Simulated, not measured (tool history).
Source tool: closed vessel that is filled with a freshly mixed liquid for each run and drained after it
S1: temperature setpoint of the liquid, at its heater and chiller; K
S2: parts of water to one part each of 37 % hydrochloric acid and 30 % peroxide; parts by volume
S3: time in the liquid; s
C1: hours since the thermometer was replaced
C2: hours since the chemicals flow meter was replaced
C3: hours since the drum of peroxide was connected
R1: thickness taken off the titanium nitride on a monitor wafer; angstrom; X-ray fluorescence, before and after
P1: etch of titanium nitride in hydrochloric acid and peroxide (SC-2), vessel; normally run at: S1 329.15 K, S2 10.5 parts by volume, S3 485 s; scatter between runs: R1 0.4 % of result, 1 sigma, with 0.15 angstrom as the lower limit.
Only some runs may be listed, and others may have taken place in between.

{"run": 1, "hour": 4.1, "S1": 329.15, "S2": 10.5, "S3": 485, "C1": 740.4, "C2": 1321.4, "C3": 1072.2, "R1": 216.4}
{"run": 2, "hour": 7.1, "S1": 329.15, "S2": 10.5, "S3": 960, "C1": 743.4, "C2": 1324.4, "C3": 1075.2, "R1": 428.9}
{"run": 3, "hour": 11.4, "S1": 329.15, "S2": 10.5, "S3": 485, "C1": 747.7, "C2": 1328.7, "C3": 1079.5, "R1": 216.36}
{"hour": 14.7, "done": "new drum of peroxide connected"}
{"run": 4, "hour": 16.3, "S1": 329.15, "S2": 4, "S3": 485, "C1": 752.6, "C2": 1333.6, "C3": 1.6, "R1": 453.84}
{"run": 5, "hour": 19.0, "S1": 313.15, "S2": 10.5, "S3": 485, "C1": 755.3, "C2": 1336.3, "C3": 4.3, "R1": 73.419}
{"run": 6, "hour": 22.0, "S1": 329.15, "S2": 10.5, "S3": 485, "C1": 758.3, "C2": 1339.3, "C3": 7.3, "R1": 216}
{"run": 7, "hour": 24.4, "S1": 329.15, "S2": 10.5, "S3": 485, "C1": 760.7, "C2": 1341.7, "C3": 9.7, "R1": 215.61}
{"run": 8, "hour": 26.7, "S1": 329.15, "S2": 10.5, "S3": 485, "C1": 763, "C2": 1344, "C3": 12, "R1": 215.98}
{"run": 9, "hour": 30.2, "S1": 316.65, "S2": 10.5, "S3": 860, "C1": 766.5, "C2": 1347.5, "C3": 15.5, "R1": 166.19}
{"run": 10, "hour": 32.6, "S1": 329.15, "S2": 10.5, "S3": 485, "C1": 768.9, "C2": 1349.9, "C3": 17.9, "R1": 216.08}
{"run": 11, "hour": 36.3, "S1": 344.65, "S2": 10.5, "S3": 485, "C1": 772.6, "C2": 1353.6, "C3": 21.6, "R1": 560.09}
{"hour": 38.5, "done": "chemicals flow meter replaced"}
{"run": 12, "hour": 40.1, "S1": 329.15, "S2": 15.5, "S3": 485, "C1": 776.4, "C2": 1.7, "C3": 25.4, "R1": 154.76}
{"run": 13, "hour": 43.2, "S1": 329.15, "S2": 10.5, "S3": 40, "C1": 779.5, "C2": 4.8, "C3": 28.5, "R1": 17.995}
{"run": 14, "hour": 45.8, "S1": 329.15, "S2": 10.5, "S3": 485, "C1": 782.1, "C2": 7.4, "C3": 31.1, "R1": 216.65}
{"run": 15, "hour": 49.9, "S1": 329.15, "S2": 10.5, "S3": 485, "C1": 786.2, "C2": 11.5, "C3": 35.2, "R1": 227.68}

Predict the results of run 16:
{"run": 16, "hour": 54.2, "S1": 329.15, "S2": 10.5, "S3": 485, "C1": 790.5, "C2": 15.8, "C3": 39.5, "R1": "?"}

{"run 16": {"R1": 233.96}}
